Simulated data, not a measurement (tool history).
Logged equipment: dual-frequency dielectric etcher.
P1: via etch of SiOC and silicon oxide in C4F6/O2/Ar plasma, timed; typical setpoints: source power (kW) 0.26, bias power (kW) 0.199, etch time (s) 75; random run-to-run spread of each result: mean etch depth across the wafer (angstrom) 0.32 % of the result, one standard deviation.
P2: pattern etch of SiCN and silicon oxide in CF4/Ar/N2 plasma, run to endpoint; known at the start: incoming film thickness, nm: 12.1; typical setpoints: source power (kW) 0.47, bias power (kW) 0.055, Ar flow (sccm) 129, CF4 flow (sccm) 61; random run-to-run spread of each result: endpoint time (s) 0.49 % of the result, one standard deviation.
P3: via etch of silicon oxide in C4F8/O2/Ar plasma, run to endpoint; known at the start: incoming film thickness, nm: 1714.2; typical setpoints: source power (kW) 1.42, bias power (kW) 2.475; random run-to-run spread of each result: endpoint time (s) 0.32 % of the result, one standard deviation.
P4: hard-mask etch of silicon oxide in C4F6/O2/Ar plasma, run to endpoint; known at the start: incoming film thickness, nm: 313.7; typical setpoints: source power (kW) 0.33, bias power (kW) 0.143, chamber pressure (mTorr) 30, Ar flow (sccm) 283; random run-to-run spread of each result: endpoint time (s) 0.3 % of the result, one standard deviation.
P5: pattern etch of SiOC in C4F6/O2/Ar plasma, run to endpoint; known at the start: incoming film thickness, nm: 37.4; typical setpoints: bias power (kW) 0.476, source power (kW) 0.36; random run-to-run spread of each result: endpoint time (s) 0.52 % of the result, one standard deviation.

run,hour,process that ran,source power (kW),bias power (kW),etch time (s),chamber pressure (mTorr),Ar flow (sccm),CF4 flow (sccm),hours since the last wet clean,hours since the last source power generator calibration,hours since the last bias power generator calibration,mean etch depth across the wafer (angstrom),endpoint time (s)
1,5.3,P1,0.26,0.199,75,,,,120,1510.5,1306.3,733.25,
2,13.2,P4,0.43,0.143,,30,283,,127.9,1518.4,1314.2,,102.36
3,22.9,P5,0.45,0.476,,,,,137.6,1528.1,1323.9,,12.274
4,32.1,P2,0.47,0.055,,,129,61,146.8,1537.3,1333.1,,15.087
5,39.9,P1,0.26,0.199,103.5,,,,154.6,1545.1,1340.9,1009.3,
6,49.5,P3,1.82,2.475,,,,,164.2,1554.7,1350.5,,329.43
7,56.6,P1,0.26,0.263,75,,,,171.3,1561.8,1357.6,810.96,
8,65.1,P2,0.63,0.055,,,129,61,179.8,1570.3,1366.1,,11.734
9,69.7,P4,0.33,0.143,,30,283,,184.4,1574.9,1370.7,,113.94
10,76.5,P1,0.26,0.199,41,,,,191.2,1581.7,1377.5,400.86,
11,83.2,P1,0.26,0.118,75,,,,197.9,1588.4,1384.2,620.21,
12,89.2,P1,0.19,0.264,75,,,,203.9,1594.4,1390.2,721.32,
13,95.7,P1,0.26,0.199,75,,,,210.4,1600.9,1396.7,729.2,
14,104.6,P2,0.47,0.055,,,129,76,219.3,1609.8,1405.6,,14.659
15,108.9,P2,0.47,0.055,,,92,61,223.6,1614.1,1409.9,,14.291
16,113.5,P2,0.47,0.055,,,129,61,228.2,1618.7,1414.5,,15.11
17,120.5,P5,0.36,0.282,,,,,235.2,1625.7,1421.5,,16.057
18,124.8,P4,0.33,0.199,,30,283,,239.5,1630,1425.8,,102.54
19,130.2,P4,0.33,0.143,,30,401,,244.9,1635.4,1431.2,,117.91
20,134.9,P3,1.42,1.569,,,,,249.6,1640.1,1435.9,,412.61
# hour 137: source power generator calibrated
21,140.6,P1,0.26,0.199,75,,,,255.3,3.6,1441.6,733.57,
22,147.5,P1,0.26,0.199,75,,,,262.2,10.5,1448.5,738.06,
23,153.8,P1,0.33,0.199,75,,,,268.5,16.8,1454.8,810.81,
24,159.1,P3,1.42,2.475,,,,,273.8,22.1,1460.1,,361.82
25,163.8,P4,0.33,0.143,,30,283,,278.5,26.8,1464.8,,113.13
26,171.9,P4,0.33,0.143,,39.5,283,,286.6,34.9,1472.9,,116.91
27,179.5,P1,0.19,0.199,75,,,,294.2,42.5,1480.5,651.91,
28,186.1,P5,0.36,0.476,,,,,300.8,49.1,1487.1,,13.309
29,192.8,P2,0.47,0.042,,,129,61,307.5,55.8,1493.8,,16.403
30,199.9,P1,0.26,0.199,75,,,,314.6,62.9,1500.9,731.42,
31,205.5,P1,0.26,0.199,75,,,,320.2,68.5,1506.5,729.51,
32,210.8,P1,0.26,0.199,75,,,,325.5,73.8,1511.8,738.26,
33,216.4,P1,0.26,0.199,75,,,,331.1,79.4,1517.4,743.72,
34,224.8,P1,0.26,0.199,75,,,,339.5,87.8,1525.8,742.33,
35,233,P1,0.26,0.199,75,,,,347.7,96,1534,745.14,
36,239,P1,0.26,0.199,75,,,,353.7,102,1540,741.88,
# hour 241: wet clean of the chamber
37,248.7,P1,0.26,0.199,75,,,,7.8,111.7,1549.7,750.49,
38,255.3,P1,0.26,0.199,75,,,,14.4,118.3,1556.3,744.01,
39,264.2,P1,0.26,0.199,75,,,,23.3,127.2,1565.2,743.1,
40,269.8,P1,0.26,0.199,75,,,,28.9,132.8,1570.8,743.47,

What P1 gives has crept off from where it sat before. The 2 causes that follow fit the log equally well, each at the size noted:
A: bias power that arrives over what is set, % = 4.76
B: source power that arrives over what is set, % = 4.22
The process output started creeping at around hour 205.5.
The rest of the possible causes, and what rules out each one:
chamber walls in a state that raises the etch rate, %: its service at hour 241 followed the start of the drift and did not put the process back to its old value

Which of the 4 check runs listed below, each an average over 3 wafers with its results shown as question marks, gives clearly different results under the different listed causes?
check 1,275.4,P4,0.43,0.198,,30,283,,,,,,?
check 2,275.4,P3,1.79,2.119,,,,,,,,,?
check 3,275.4,P5,0.45,0.3,,,,,,,,,?
check 4,275.4,P2,0.47,0.055,,,96,61,,,,,?

Check results expected under each cause:
check,result,if A,if B
check 1,endpoint time (s),91.074,90.978
check 2,endpoint time (s),341.23,340.28
check 3,endpoint time (s),14.206,14.21
check 4,endpoint time (s),14.195,13.89
Distance between the nearest two causes, measured in the result of the check that separates them most: check 1 0.11 %; check 2 0.28 %; check 3 0.03 %; check 4 2.17 %
Only check 4 tells the causes apart: in the others they would give nearly the same result.

Check 4 has now been run. It gave: endpoint time (s) 14.197. Which of the candidate causes is it?

It was cause A: bias power that arrives over what is set, %.

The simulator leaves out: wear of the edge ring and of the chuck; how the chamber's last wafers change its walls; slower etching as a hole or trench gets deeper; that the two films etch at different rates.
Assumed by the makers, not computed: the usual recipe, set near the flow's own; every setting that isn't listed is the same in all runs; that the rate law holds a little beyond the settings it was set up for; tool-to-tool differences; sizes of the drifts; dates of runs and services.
